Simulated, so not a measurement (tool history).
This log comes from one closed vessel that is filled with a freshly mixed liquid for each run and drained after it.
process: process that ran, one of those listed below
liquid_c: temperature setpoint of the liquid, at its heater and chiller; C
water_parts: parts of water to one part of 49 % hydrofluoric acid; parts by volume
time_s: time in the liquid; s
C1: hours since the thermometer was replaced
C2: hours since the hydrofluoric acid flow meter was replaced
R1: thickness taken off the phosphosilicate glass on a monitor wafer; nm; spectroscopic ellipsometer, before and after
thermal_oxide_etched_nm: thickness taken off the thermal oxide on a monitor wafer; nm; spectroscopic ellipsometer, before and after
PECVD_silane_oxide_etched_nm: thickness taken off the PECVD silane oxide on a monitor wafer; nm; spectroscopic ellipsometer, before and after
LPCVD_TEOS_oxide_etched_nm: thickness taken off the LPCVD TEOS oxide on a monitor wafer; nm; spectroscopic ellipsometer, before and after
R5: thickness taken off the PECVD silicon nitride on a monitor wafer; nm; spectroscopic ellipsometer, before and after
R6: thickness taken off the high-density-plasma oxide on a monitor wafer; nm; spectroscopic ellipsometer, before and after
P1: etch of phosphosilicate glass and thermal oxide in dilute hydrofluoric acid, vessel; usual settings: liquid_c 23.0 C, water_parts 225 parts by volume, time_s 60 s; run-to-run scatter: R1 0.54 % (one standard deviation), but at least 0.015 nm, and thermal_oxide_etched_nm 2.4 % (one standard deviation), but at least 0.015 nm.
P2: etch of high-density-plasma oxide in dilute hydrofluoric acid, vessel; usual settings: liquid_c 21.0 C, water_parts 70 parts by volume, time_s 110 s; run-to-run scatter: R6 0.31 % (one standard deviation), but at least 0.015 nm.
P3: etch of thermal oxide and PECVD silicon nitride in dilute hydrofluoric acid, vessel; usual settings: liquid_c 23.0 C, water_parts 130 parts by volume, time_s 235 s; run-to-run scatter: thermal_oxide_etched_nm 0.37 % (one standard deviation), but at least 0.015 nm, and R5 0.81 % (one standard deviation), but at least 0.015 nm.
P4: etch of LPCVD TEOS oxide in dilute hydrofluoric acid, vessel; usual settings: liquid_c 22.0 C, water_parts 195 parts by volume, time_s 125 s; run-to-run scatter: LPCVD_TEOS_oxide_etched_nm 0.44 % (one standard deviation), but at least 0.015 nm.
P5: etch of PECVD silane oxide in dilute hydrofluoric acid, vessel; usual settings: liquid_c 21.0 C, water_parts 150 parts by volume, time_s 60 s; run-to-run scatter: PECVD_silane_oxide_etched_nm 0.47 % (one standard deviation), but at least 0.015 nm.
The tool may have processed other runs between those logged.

{"run": 1, "hour": 11.2, "process": "P1", "liquid_c": 23.0, "water_parts": 225, "time_s": 60, "C1": 375.9, "C2": 1728.6, "R1": 15.892, "thermal_oxide_etched_nm": 1.0462}
{"run": 2, "hour": 18.5, "process": "P1", "liquid_c": 17.0, "water_parts": 225, "time_s": 60, "C1": 383.2, "C2": 1735.9, "R1": 12.522, "thermal_oxide_etched_nm": 0.86542}
{"run": 3, "hour": 23.9, "process": "P1", "liquid_c": 23.0, "water_parts": 225, "time_s": 60, "C1": 388.6, "C2": 1741.3, "R1": 15.879, "thermal_oxide_etched_nm": 1.0756}
{"run": 4, "hour": 34.4, "process": "P1", "liquid_c": 23.0, "water_parts": 80, "time_s": 60, "C1": 399.1, "C2": 1751.8, "R1": 52.006, "thermal_oxide_etched_nm": 3.5371}
{"run": 5, "hour": 42.6, "process": "P1", "liquid_c": 23.0, "water_parts": 225, "time_s": 90, "C1": 407.3, "C2": 1760.0, "R1": 23.481, "thermal_oxide_etched_nm": 1.6729}
{"run": 6, "hour": 52.5, "process": "P5", "liquid_c": 21.0, "water_parts": 150, "time_s": 60, "C1": 417.2, "C2": 1769.9, "PECVD_silane_oxide_etched_nm": 16.176}
{"run": 7, "hour": 62.9, "process": "P4", "liquid_c": 22.0, "water_parts": 195, "time_s": 125, "C1": 427.6, "C2": 1780.3, "LPCVD_TEOS_oxide_etched_nm": 30.388}
{"run": 8, "hour": 70.9, "process": "P1", "liquid_c": 23.0, "water_parts": 225, "time_s": 60, "C1": 435.6, "C2": 1788.3, "R1": 15.722, "thermal_oxide_etched_nm": 1.1348}
{"run": 9, "hour": 82.6, "process": "P1", "liquid_c": 26.5, "water_parts": 225, "time_s": 30, "C1": 447.3, "C2": 1800.0, "R1": 9.0582, "thermal_oxide_etched_nm": 0.59833}
{"run": 10, "hour": 92.7, "process": "P5", "liquid_c": 21.0, "water_parts": 245, "time_s": 60, "C1": 457.4, "C2": 1810.1, "PECVD_silane_oxide_etched_nm": 8.997}
{"run": 11, "hour": 100.2, "process": "P1", "liquid_c": 23.0, "water_parts": 310, "time_s": 60, "C1": 464.9, "C2": 1817.6, "R1": 10.486, "thermal_oxide_etched_nm": 0.75093}
{"run": 12, "hour": 109.3, "process": "P4", "liquid_c": 18.0, "water_parts": 195, "time_s": 125, "C1": 474.0, "C2": 1826.7, "LPCVD_TEOS_oxide_etched_nm": 25.902}
{"run": 13, "hour": 119.8, "process": "P1", "liquid_c": 29.5, "water_parts": 225, "time_s": 60, "C1": 484.5, "C2": 1837.2, "R1": 19.826, "thermal_oxide_etched_nm": 1.3784}
{"run": 14, "hour": 125.9, "process": "P1", "liquid_c": 23.0, "water_parts": 225, "time_s": 60, "C1": 490.6, "C2": 1843.3, "R1": 15.788, "thermal_oxide_etched_nm": 1.0778}
{"run": 15, "hour": 133.7, "process": "P3", "liquid_c": 23.0, "water_parts": 130, "time_s": 235, "C1": 498.4, "C2": 1851.1, "thermal_oxide_etched_nm": 7.8184, "R5": 2.8449}
{"hour": 134.8, "done": "hydrofluoric acid flow meter replaced"}
{"run": 16, "hour": 139.9, "process": "P4", "liquid_c": 22.0, "water_parts": 195, "time_s": 30, "C1": 504.6, "C2": 5.1, "LPCVD_TEOS_oxide_etched_nm": 7.2206}
{"run": 17, "hour": 146.4, "process": "P3", "liquid_c": 29.5, "water_parts": 130, "time_s": 235, "C1": 511.1, "C2": 11.6, "thermal_oxide_etched_nm": 9.9634, "R5": 4.2882}
{"run": 18, "hour": 155.6, "process": "P2", "liquid_c": 21.0, "water_parts": 70, "time_s": 110, "C1": 520.3, "C2": 20.8, "R6": 9.331}
{"run": 19, "hour": 163.7, "process": "P4", "liquid_c": 22.0, "water_parts": 330, "time_s": 125, "C1": 528.4, "C2": 28.9, "LPCVD_TEOS_oxide_etched_nm": 15.646}
{"run": 20, "hour": 175.9, "process": "P1", "liquid_c": 23.0, "water_parts": 225, "time_s": 60, "C1": 540.6, "C2": 41.1, "R1": 15.63, "thermal_oxide_etched_nm": 1.0978}
{"run": 21, "hour": 187.4, "process": "P3", "liquid_c": 23.0, "water_parts": 235, "time_s": 235, "C1": 552.1, "C2": 52.6, "thermal_oxide_etched_nm": 3.8558, "R5": 1.604}
{"run": 22, "hour": 194.0, "process": "P5", "liquid_c": 21.0, "water_parts": 150, "time_s": 110, "C1": 558.7, "C2": 59.2, "PECVD_silane_oxide_etched_nm": 29.599}
{"run": 23, "hour": 200.1, "process": "P3", "liquid_c": 23.0, "water_parts": 130, "time_s": 50, "C1": 564.8, "C2": 65.3, "thermal_oxide_etched_nm": 1.6417, "R5": 0.61071}
{"run": 24, "hour": 211.3, "process": "P5", "liquid_c": 21.0, "water_parts": 150, "time_s": 60, "C1": 576.0, "C2": 76.5, "PECVD_silane_oxide_etched_nm": 16.308}
{"run": 25, "hour": 222.8, "process": "P2", "liquid_c": 17.0, "water_parts": 70, "time_s": 110, "C1": 587.5, "C2": 88.0, "R6": 7.9069}
{"run": 26, "hour": 234.9, "process": "P5", "liquid_c": 17.0, "water_parts": 150, "time_s": 60, "C1": 599.6, "C2": 100.1, "PECVD_silane_oxide_etched_nm": 13.662}
{"run": 27, "hour": 247.0, "process": "P2", "liquid_c": 21.0, "water_parts": 70, "time_s": 110, "C1": 611.7, "C2": 112.2, "R6": 9.347}
{"run": 28, "hour": 256.2, "process": "P1", "liquid_c": 23.0, "water_parts": 225, "time_s": 60, "C1": 620.9, "C2": 121.4, "R1": 15.867, "thermal_oxide_etched_nm": 1.1209}
{"run": 29, "hour": 261.9, "process": "P2", "liquid_c": 21.0, "water_parts": 70, "time_s": 30, "C1": 626.6, "C2": 127.1, "R6": 2.5026}
{"run": 30, "hour": 269.1, "process": "P2", "liquid_c": 21.0, "water_parts": 105, "time_s": 110, "C1": 633.8, "C2": 134.3, "R6": 5.9156}
{"run": 31, "hour": 280.0, "process": "P1", "liquid_c": 23.0, "water_parts": 225, "time_s": 30, "C1": 644.7, "C2": 145.2, "R1": 7.8241, "thermal_oxide_etched_nm": 0.55786}
{"run": 32, "hour": 291.6, "process": "P1", "liquid_c": 23.0, "water_parts": 225, "time_s": 60, "C1": 656.3, "C2": 156.8, "R1": 15.87, "thermal_oxide_etched_nm": 1.0586}
{"run": 33, "hour": 297.6, "process": "P1", "liquid_c": 23.0, "water_parts": 225, "time_s": 60, "C1": 662.3, "C2": 162.8, "R1": 16.101, "thermal_oxide_etched_nm": 1.1185}
{"run": 34, "hour": 306.9, "process": "P1", "liquid_c": 23.0, "water_parts": 225, "time_s": 60, "C1": 671.6, "C2": 172.1, "R1": 16.367, "thermal_oxide_etched_nm": 1.0829}
{"run": 35, "hour": 312.5, "process": "P1", "liquid_c": 23.0, "water_parts": 225, "time_s": 60, "C1": 677.2, "C2": 177.7, "R1": 16.41, "thermal_oxide_etched_nm": 1.1704}
{"run": 36, "hour": 317.9, "process": "P1", "liquid_c": 23.0, "water_parts": 225, "time_s": 60, "C1": 682.6, "C2": 183.1, "R1": 16.279, "thermal_oxide_etched_nm": 1.1017}
{"run": 37, "hour": 329.7, "process": "P1", "liquid_c": 23.0, "water_parts": 225, "time_s": 60, "C1": 694.4, "C2": 194.9, "R1": 16.653, "thermal_oxide_etched_nm": 1.1417}
{"run": 38, "hour": 339.1, "process": "P1", "liquid_c": 23.0, "water_parts": 225, "time_s": 60, "C1": 703.8, "C2": 204.3, "R1": 16.743, "thermal_oxide_etched_nm": 1.1839}
{"run": 39, "hour": 345.6, "process": "P1", "liquid_c": 23.0, "water_parts": 225, "time_s": 60, "C1": 710.3, "C2": 210.8, "R1": 16.675, "thermal_oxide_etched_nm": 1.091}
{"run": 40, "hour": 357.8, "process": "P1", "liquid_c": 23.0, "water_parts": 225, "time_s": 60, "C1": 722.5, "C2": 223.0, "R1": 16.9, "thermal_oxide_etched_nm": 1.1863}
{"run": 41, "hour": 367.0, "process": "P1", "liquid_c": 23.0, "water_parts": 225, "time_s": 60, "C1": 731.7, "C2": 232.2, "R1": 16.779, "thermal_oxide_etched_nm": 1.1649}
{"run": 42, "hour": 372.8, "process": "P1", "liquid_c": 23.0, "water_parts": 225, "time_s": 60, "C1": 737.5, "C2": 238.0, "R1": 16.696, "thermal_oxide_etched_nm": 1.1196}
{"run": 43, "hour": 384.6, "process": "P1", "liquid_c": 23.0, "water_parts": 225, "time_s": 60, "C1": 749.3, "C2": 249.8, "R1": 16.751, "thermal_oxide_etched_nm": 1.1125}

P1 no longer gives what it gave before; its output has crept away from where it was. The following 2 causes, each at its listed size, fit the log equally well:
A: hydrofluoric acid flow above the setpoint (%) = 4.94
B: liquid hotter than its thermometer reads (K) = 1.63
The process output started creeping at around hour 291.6.

You are offered 4 check runs, listed below with question marks in place of their results; each one averages 2 wafers. Which run separates the listed causes by giving clearly different results for each?
{"run": "check 1", "hour": 396.4, "process": "P4", "liquid_c": 22.0, "water_parts": 330, "time_s": 35, "LPCVD_TEOS_oxide_etched_nm": "?"}
{"run": "check 2", "hour": 396.4, "process": "P3", "liquid_c": 27.5, "water_parts": 205, "time_s": 235, "thermal_oxide_etched_nm": "?", "R5": "?"}
{"run": "check 3", "hour": 396.4, "process": "P2", "liquid_c": 21.0, "water_parts": 100, "time_s": 30, "R6": "?"}
{"run": "check 4", "hour": 396.4, "process": "P5", "liquid_c": 18.0, "water_parts": 230, "time_s": 60, "PECVD_silane_oxide_etched_nm": "?"}

How each check would come out, cause by cause:
check=check_1 result=LPCVD_TEOS_oxide_etched_nm if_A=4.6605 if_B=4.6331
check=check_2 result=thermal_oxide_etched_nm if_A=5.68930 if_B=5.67670
check=check_2 result=R5 if_A=2.56100 if_B=2.69300
check=check_3 result=R6 if_A=1.8037 if_B=1.8259
check=check_4 result=PECVD_silane_oxide_etched_nm if_A=9.1965 if_B=9.2386
Gap, in per cent, between the two causes that each check separates least, read from the result that separates them most: check 1 0.59 %; check 2 5.03 %; check 3 1.22 %; check 4 0.46 %
Check 2 tells the causes apart: in the others they would give nearly the same result.

After running check 2, the following was obtained: thermal_oxide_etched_nm 5.67980 nm; R5 2.68690 nm. Which cause does this point to?

The cause is B: liquid hotter than its thermometer reads (K).

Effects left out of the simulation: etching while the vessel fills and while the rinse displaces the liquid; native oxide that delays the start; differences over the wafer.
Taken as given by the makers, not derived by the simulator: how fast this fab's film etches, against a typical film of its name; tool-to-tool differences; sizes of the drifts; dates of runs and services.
